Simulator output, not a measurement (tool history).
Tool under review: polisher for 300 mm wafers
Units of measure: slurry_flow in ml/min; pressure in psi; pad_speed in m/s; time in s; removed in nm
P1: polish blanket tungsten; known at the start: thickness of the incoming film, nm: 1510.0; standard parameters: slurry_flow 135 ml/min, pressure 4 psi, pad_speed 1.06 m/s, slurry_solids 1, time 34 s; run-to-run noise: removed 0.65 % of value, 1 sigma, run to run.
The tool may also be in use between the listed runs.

Run 1, hour 11.7: slurry_flow 135 ml/min, pressure 4 psi, pad_speed 1.06 m/s, slurry_solids 1, time 34 s. Result: removed 153.64 nm.
Run 2, hour 21.5: slurry_flow 135 ml/min, pressure 4 psi, pad_speed 0.6 m/s, slurry_solids 1, time 34 s. Result: removed 87.796 nm.
Run 3, hour 31.9: slurry_flow 135 ml/min, pressure 4 psi, pad_speed 1.06 m/s, slurry_solids 1, time 34 s. Result: removed 152.64 nm.
Run 4, hour 45.2: slurry_flow 135 ml/min, pressure 4 psi, pad_speed 1.62 m/s, slurry_solids 1, time 34 s. Result: removed 236.2 nm.
Run 5, hour 56: slurry_flow 135 ml/min, pressure 4 psi, pad_speed 1.06 m/s, slurry_solids 1, time 49 s. Result: removed 221.84 nm.
At hour 66.8: slurry blender recalibrated.
Run 6, hour 69.9: slurry_flow 135 ml/min, pressure 4 psi, pad_speed 1.06 m/s, slurry_solids 1, time 34 s. Result: removed 153.56 nm.
Run 7, hour 82.7: slurry_flow 135 ml/min, pressure 4 psi, pad_speed 1.06 m/s, slurry_solids 1.4, time 34 s. Result: removed 164.98 nm.
Run 8, hour 91: slurry_flow 135 ml/min, pressure 4 psi, pad_speed 1.06 m/s, slurry_solids 1, time 34 s. Result: removed 155.07 nm.
Run 9, hour 104.7: slurry_flow 135 ml/min, pressure 4 psi, pad_speed 1.06 m/s, slurry_solids 0.6, time 34 s. Result: removed 135.02 nm.
Run 10, hour 115.1: slurry_flow 135 ml/min, pressure 4 psi, pad_speed 1.06 m/s, slurry_solids 1, time 34 s. Result: removed 153.97 nm.
Run 11, hour 121.8: slurry_flow 135 ml/min, pressure 2.5 psi, pad_speed 1.06 m/s, slurry_solids 1, time 34 s. Result: removed 95.132 nm.
At hour 127.6: slurry nozzle cleaned.
Run 12, hour 132: slurry_flow 135 ml/min, pressure 5.4 psi, pad_speed 1.06 m/s, slurry_solids 1, time 34 s. Result: removed 209.04 nm.
Run 13, hour 143.5: slurry_flow 80 ml/min, pressure 4 psi, pad_speed 1.06 m/s, slurry_solids 1, time 34 s. Result: removed 134.52 nm.
Run 14, hour 151.2: slurry_flow 200 ml/min, pressure 4 psi, pad_speed 1.06 m/s, slurry_solids 1, time 34 s. Result: removed 164.66 nm.
Run 15, hour 162.8: slurry_flow 135 ml/min, pressure 2.9 psi, pad_speed 0.48 m/s, slurry_solids 1, time 34 s. Result: removed 50.733 nm.
Run 16, hour 170: slurry_flow 135 ml/min, pressure 4 psi, pad_speed 1.06 m/s, slurry_solids 1, time 15 s. Result: removed 66.884 nm.
Run 17, hour 183.3: slurry_flow 135 ml/min, pressure 4 psi, pad_speed 1.06 m/s, slurry_solids 1, time 34 s. Result: removed 151.73 nm.
Run 18, hour 195.6: slurry_flow 135 ml/min, pressure 4 psi, pad_speed 1.06 m/s, slurry_solids 1, time 34 s. Result: removed 149.5 nm.
Run 19, hour 208.3: slurry_flow 135 ml/min, pressure 4 psi, pad_speed 1.06 m/s, slurry_solids 1, time 34 s. Result: removed 145.47 nm.
Run 20, hour 217.3: slurry_flow 135 ml/min, pressure 4 psi, pad_speed 1.06 m/s, slurry_solids 1, time 34 s. Result: removed 145.7 nm.
Run 21, hour 225.5: slurry_flow 135 ml/min, pressure 4 psi, pad_speed 1.06 m/s, slurry_solids 1, time 34 s. Result: removed 145.92 nm.
At hour 225.6: slurry tank refilled with fresh slurry and peroxide.
Run 22, hour 239.5: slurry_flow 135 ml/min, pressure 4 psi, pad_speed 1.06 m/s, slurry_solids 1, time 34 s. Result: removed 142.94 nm.

What does the tool deliver on the next run?
Run 23, hour 251.1: slurry_flow 135 ml/min, pressure 4 psi, pad_speed 1.06 m/s, slurry_solids 1, time 34 s. Result: removed ?.

removed: 143.96 nm
